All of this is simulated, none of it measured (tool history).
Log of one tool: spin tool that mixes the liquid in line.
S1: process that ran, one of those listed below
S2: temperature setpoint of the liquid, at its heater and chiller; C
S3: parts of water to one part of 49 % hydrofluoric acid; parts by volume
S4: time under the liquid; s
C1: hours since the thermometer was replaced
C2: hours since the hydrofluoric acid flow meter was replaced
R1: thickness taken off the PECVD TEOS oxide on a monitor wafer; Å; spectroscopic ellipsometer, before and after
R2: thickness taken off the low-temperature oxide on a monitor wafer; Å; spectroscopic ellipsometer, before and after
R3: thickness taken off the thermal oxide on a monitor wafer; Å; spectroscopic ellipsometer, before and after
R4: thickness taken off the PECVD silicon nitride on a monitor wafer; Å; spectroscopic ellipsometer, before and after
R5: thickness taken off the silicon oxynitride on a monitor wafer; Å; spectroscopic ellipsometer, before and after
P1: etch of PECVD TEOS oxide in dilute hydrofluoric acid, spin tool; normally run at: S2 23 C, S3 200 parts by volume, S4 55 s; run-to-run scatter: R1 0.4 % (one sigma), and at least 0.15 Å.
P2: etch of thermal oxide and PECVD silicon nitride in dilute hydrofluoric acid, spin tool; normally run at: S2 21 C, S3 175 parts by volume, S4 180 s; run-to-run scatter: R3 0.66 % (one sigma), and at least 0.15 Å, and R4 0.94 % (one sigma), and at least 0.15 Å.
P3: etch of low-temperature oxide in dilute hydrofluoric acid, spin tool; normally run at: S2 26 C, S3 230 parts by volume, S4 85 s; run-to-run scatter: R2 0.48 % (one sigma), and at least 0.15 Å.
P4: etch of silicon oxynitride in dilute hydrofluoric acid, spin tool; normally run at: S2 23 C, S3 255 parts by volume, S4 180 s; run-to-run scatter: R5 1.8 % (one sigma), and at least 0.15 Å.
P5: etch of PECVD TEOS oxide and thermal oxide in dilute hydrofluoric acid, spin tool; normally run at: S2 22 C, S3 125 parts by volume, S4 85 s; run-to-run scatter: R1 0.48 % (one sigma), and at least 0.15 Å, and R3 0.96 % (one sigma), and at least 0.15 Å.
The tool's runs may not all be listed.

run	hour	S1	S2	S3	S4	C1	C2	R1	R2	R3	R4	R5
1	7.4	P1	23	200	55	868.3	1696.2	60.568				
2	15.2	P3	26	230	85	876.1	1704		70.722			
3	24.3	P1	23	200	30	885.2	1713.1	32.616				
4	32	P1	17	325	55	892.9	1720.8	26.448				
5	41	P1	23	200	55	901.9	1729.8	60.6				
6	48.8	P1	23	65	55	909.7	1737.6	216.62				
7	57.5	P1	23	200	55	918.4	1746.3	59.892				
8	66.8	P2	21	175	280	927.7	1755.6			61.697	42.912	
9	73.4	P1	23	90	15	934.3	1762.2	41.303				
10	80.1	P1	29	200	55	941	1768.9	75.15				
11	88.6	P1	23	200	55	949.5	1777.4	60.299				
12	93.9	P2	21	295	180	954.8	1782.7			21.073	16.36	
13	102	P5	17	125	85	962.9	1790.8	50.606		21.775		
14	107.4	P3	33	230	85	968.3	1796.2		89.827			
15	113.1	P1	23	310	55	974	1801.9	34.897				
16	120.7	P4	23	255	290	981.6	1809.5					19.54
17	126.3	P2	17	175	180	987.2	1815.1			34.498	20.586	
18	134	P3	26	340	85	994.9	1822.8		42.846			
19	138.4	P4	27.5	255	180	999.3	1827.2					14.748
20	147.1	P5	22	50	85	1008	1835.9	168.15		71.952		
21	152.2	P2	21	175	180	1013.1	1841			40.358	26.856	
22	160	P4	23	445	180	1020.9	1848.8					6.1292
23	168.4	P1	23	200	55	1029.3	1857.2	60.289				
24	176.5	P1	23	200	105	1037.4	1865.3	114.38				
25	181.7	P4	23	255	180	1042.6	1870.5					12.228
26	186.4	P2	21	175	180	1047.3	1875.2			39.845	26.623	
27	192.5	P5	22	125	85	1053.4	1881.3	61.865		26.472		
28	202.2	P1	17	200	55	1063.1	1891	47.652				
29	211.6	P3	26	230	20	1072.5	1900.4		16.682			
30	216.7	P5	22	125	125	1077.6	1905.5	91.542		38.825		
31	226.4	P3	26	230	85	1087.3	1915.2		71.205			
32	234.4	P1	23	200	55	1095.3	1923.2	60.335				
33	238.9	P1	23	200	55	1099.8	1927.7	61.637				
34	244.7	P1	23	200	55	1105.6	1933.5	63.077				
35	254.5	P1	23	200	55	1115.4	1943.3	64.869				
36	263.8	P1	23	200	55	1124.7	1952.6	64.807				
37	272.2	P1	23	200	55	1133.1	1961	65.408				
38	280.4	P1	23	200	55	1141.3	1969.2	65.487				

What P1 gives has crept away from where it was. These 2 causes fit the log equally well, each at the size given:
A: liquid hotter than its thermometer reads (K) = 2.32
B: hydrofluoric acid flow above the setpoint (%) = 7.36
The creep began at about hour 234.4.

4 check runs are offered, one wafer each, their results left as question marks. Which one tells the causes apart?
check 1	288.6	P3	26	230	85				?			
check 2	288.6	P2	21	175	180					?	?	
check 3	288.6	P5	22	125	85			?		?		
check 4	288.6	P4	23	255	180							?

What each check would give under each cause:
check	result	if A	if B
check 1	R2	76.858	77.418
check 2	R3	43.736	43.502
check 2	R4	31.217	28.781
check 3	R1	67.868	67.176
check 3	R3	28.924	28.63
check 4	R5	13.301	13.074
How far apart the two closest causes lie, in the result that separates them most: check 1 0.73 %; check 2 8.12 %; check 3 1.02 %; check 4 1.72 %
Check 2 tells the causes apart: in the others they would give nearly the same result.

Check 2 was then run and gave: R3 43.836 Å; R4 28.638 Å. Which cause is it?

It is B: hydrofluoric acid flow above the setpoint (%).
